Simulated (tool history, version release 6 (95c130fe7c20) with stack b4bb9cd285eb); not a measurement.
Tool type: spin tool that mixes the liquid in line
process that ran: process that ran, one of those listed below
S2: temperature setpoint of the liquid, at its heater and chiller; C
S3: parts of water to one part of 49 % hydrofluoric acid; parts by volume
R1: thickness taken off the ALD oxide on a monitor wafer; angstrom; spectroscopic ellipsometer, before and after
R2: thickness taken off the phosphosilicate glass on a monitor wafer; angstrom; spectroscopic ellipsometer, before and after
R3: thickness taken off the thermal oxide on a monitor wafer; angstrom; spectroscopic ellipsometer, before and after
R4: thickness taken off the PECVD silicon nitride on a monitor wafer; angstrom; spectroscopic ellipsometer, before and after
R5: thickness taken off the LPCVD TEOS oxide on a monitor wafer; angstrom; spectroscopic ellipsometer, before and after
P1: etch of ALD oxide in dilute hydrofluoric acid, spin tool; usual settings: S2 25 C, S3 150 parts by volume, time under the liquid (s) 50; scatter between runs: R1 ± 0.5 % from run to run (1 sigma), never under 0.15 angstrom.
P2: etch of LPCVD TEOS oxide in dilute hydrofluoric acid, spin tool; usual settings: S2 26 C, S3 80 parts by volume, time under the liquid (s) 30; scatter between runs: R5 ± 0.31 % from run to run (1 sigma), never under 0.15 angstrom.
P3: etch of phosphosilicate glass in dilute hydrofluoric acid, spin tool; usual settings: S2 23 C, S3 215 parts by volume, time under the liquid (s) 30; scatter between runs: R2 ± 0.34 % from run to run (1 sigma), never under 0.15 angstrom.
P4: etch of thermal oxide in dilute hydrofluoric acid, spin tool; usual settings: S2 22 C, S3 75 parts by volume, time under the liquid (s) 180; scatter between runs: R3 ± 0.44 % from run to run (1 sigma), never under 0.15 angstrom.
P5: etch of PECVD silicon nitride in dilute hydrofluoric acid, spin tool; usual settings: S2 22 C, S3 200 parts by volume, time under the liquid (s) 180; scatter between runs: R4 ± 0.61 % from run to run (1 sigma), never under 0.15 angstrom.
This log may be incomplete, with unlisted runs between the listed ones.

run 1 hour=8.8 | process_that_ran=P1 S2=25 S3=150 time_under_the_liquid_(s)=50 | R1=82.406
run 2 hour=15.6 | process_that_ran=P3 S2=23 S3=330 time_under_the_liquid_(s)=30 | R2=132.32
run 3 hour=24.2 | process_that_ran=P3 S2=23 S3=215 time_under_the_liquid_(s)=60 | R2=454.49
run 4 hour=33.7 | process_that_ran=P3 S2=23 S3=215 time_under_the_liquid_(s)=30 | R2=229.38
run 5 hour=39.1 | process_that_ran=P4 S2=22 S3=75 time_under_the_liquid_(s)=180 | R3=104.66
run 6 hour=46.9 | process_that_ran=P1 S2=31.5 S3=150 time_under_the_liquid_(s)=50 | R1=104.08
run 7 hour=52.6 | process_that_ran=P3 S2=28.5 S3=215 time_under_the_liquid_(s)=30 | R2=276.92
run 8 hour=61.4 | process_that_ran=P5 S2=22 S3=325 time_under_the_liquid_(s)=180 | R4=20.164
run 9 hour=67.9 | process_that_ran=P2 S2=26 S3=80 time_under_the_liquid_(s)=50 | R5=395.75
run 10 hour=76.4 | process_that_ran=P1 S2=25 S3=150 time_under_the_liquid_(s)=50 | R1=81.365
run 11 hour=82.2 | process_that_ran=P2 S2=30.5 S3=80 time_under_the_liquid_(s)=30 | R5=282.38
run 12 hour=90.4 | process_that_ran=P1 S2=25 S3=150 time_under_the_liquid_(s)=20 | R1=32.727
run 13 hour=100.5 | process_that_ran=P5 S2=22 S3=200 time_under_the_liquid_(s)=100 | R4=17.468
run 14 hour=107.2 | process_that_ran=P1 S2=25 S3=225 time_under_the_liquid_(s)=50 | R1=50.705
run 15 hour=114.7 | process_that_ran=P4 S2=18.5 S3=75 time_under_the_liquid_(s)=180 | R3=90.495
run 16 hour=121.2 | process_that_ran=P2 S2=26 S3=115 time_under_the_liquid_(s)=30 | R5=158.04
run 17 hour=131 | process_that_ran=P4 S2=22 S3=75 time_under_the_liquid_(s)=50 | R3=28.948
run 18 hour=140.7 | process_that_ran=P1 S2=25 S3=150 time_under_the_liquid_(s)=50 | R1=81.285
run 19 hour=145.7 | process_that_ran=P1 S2=25 S3=150 time_under_the_liquid_(s)=50 | R1=82.163
run 20 hour=154.6 | process_that_ran=P5 S2=22 S3=200 time_under_the_liquid_(s)=180 | R4=32.317
run 21 hour=159.8 | process_that_ran=P5 S2=18 S3=200 time_under_the_liquid_(s)=180 | R4=25.023
run 22 hour=168.5 | process_that_ran=P1 S2=21 S3=150 time_under_the_liquid_(s)=50 | R1=70.029
-- hour=172.4 thermometer replaced
run 23 hour=177 | process_that_ran=P1 S2=25 S3=55 time_under_the_liquid_(s)=50 | R1=250.35
run 24 hour=184.1 | process_that_ran=P4 S2=22 S3=135 time_under_the_liquid_(s)=180 | R3=53.888
run 25 hour=194.1 | process_that_ran=P2 S2=26 S3=80 time_under_the_liquid_(s)=30 | R5=237.92
run 26 hour=203.9 | process_that_ran=P1 S2=25 S3=150 time_under_the_liquid_(s)=85 | R1=139.84
run 27 hour=212.2 | process_that_ran=P5 S2=22 S3=200 time_under_the_liquid_(s)=180 | R4=32.276
-- hour=212.8 hydrofluoric acid flow meter replaced
run 28 hour=218 | process_that_ran=P1 S2=20.5 S3=150 time_under_the_liquid_(s)=15 | R1=20.343
run 29 hour=224.3 | process_that_ran=P1 S2=25 S3=150 time_under_the_liquid_(s)=50 | R1=81.901
run 30 hour=230.9 | process_that_ran=P1 S2=25 S3=85 time_under_the_liquid_(s)=80 | R1=250.97
run 31 hour=241.4 | process_that_ran=P1 S2=25 S3=150 time_under_the_liquid_(s)=50 | R1=82.749
run 32 hour=250.3 | process_that_ran=P1 S2=25 S3=150 time_under_the_liquid_(s)=50 | R1=80.555
run 33 hour=256.8 | process_that_ran=P1 S2=25 S3=150 time_under_the_liquid_(s)=50 | R1=78.474
run 34 hour=267.7 | process_that_ran=P1 S2=25 S3=150 time_under_the_liquid_(s)=50 | R1=77.964
run 35 hour=278.5 | process_that_ran=P1 S2=25 S3=150 time_under_the_liquid_(s)=50 | R1=76.438
run 36 hour=289.4 | process_that_ran=P1 S2=25 S3=150 time_under_the_liquid_(s)=50 | R1=77.244
run 37 hour=300.5 | process_that_ran=P1 S2=25 S3=150 time_under_the_liquid_(s)=50 | R1=77.641
run 38 hour=309.1 | process_that_ran=P1 S2=25 S3=150 time_under_the_liquid_(s)=50 | R1=75.742
run 39 hour=314.5 | process_that_ran=P1 S2=25 S3=150 time_under_the_liquid_(s)=50 | R1=76.709
run 40 hour=320 | process_that_ran=P1 S2=25 S3=150 time_under_the_liquid_(s)=50 | R1=76.512

What P1 gives has crept away from where it was. These 2 causes fit the log equally well, each at the size given:
A: liquid colder than its thermometer reads (K) = 1.8
B: hydrofluoric acid flow below the setpoint (%) = 5.63
Onset of the creep was near hour 241.4.

Which of the 4 check runs listed below separates the causes, so that each cause would produce a clearly different result? Each run uses one wafer, and its results are marked with question marks.
run check 1 hour=325.5 | process_that_ran=P5 S2=22 S3=200 time_under_the_liquid_(s)=180 | R4=?
run check 2 hour=325.5 | process_that_ran=P4 S2=22 S3=75 time_under_the_liquid_(s)=180 | R3=?
run check 3 hour=325.5 | process_that_ran=P2 S2=26 S3=80 time_under_the_liquid_(s)=30 | R5=?
run check 4 hour=325.5 | process_that_ran=P3 S2=23 S3=215 time_under_the_liquid_(s)=30 | R2=?

What each check would give under each cause:
check=check_1 result=R4 if_A=28.663 if_B=30.439
check=check_2 result=R3 if_A=96.799 if_B=97.884
check=check_3 result=R5 if_A=221.11 if_B=222.77
check=check_4 result=R2 if_A=213.61 if_B=212.79
Distance between the nearest two causes, measured in the result of the check that separates them most: check 1 6.01 %; check 2 1.11 %; check 3 0.75 %; check 4 0.38 %
Check 1 distinguishes between the causes, while the remaining checks would return nearly the same result for all of them.

The results of check 1 are: R4 30.547 angstrom. Based on these, which of the listed causes is it?

B is the cause: hydrofluoric acid flow below the setpoint (%).

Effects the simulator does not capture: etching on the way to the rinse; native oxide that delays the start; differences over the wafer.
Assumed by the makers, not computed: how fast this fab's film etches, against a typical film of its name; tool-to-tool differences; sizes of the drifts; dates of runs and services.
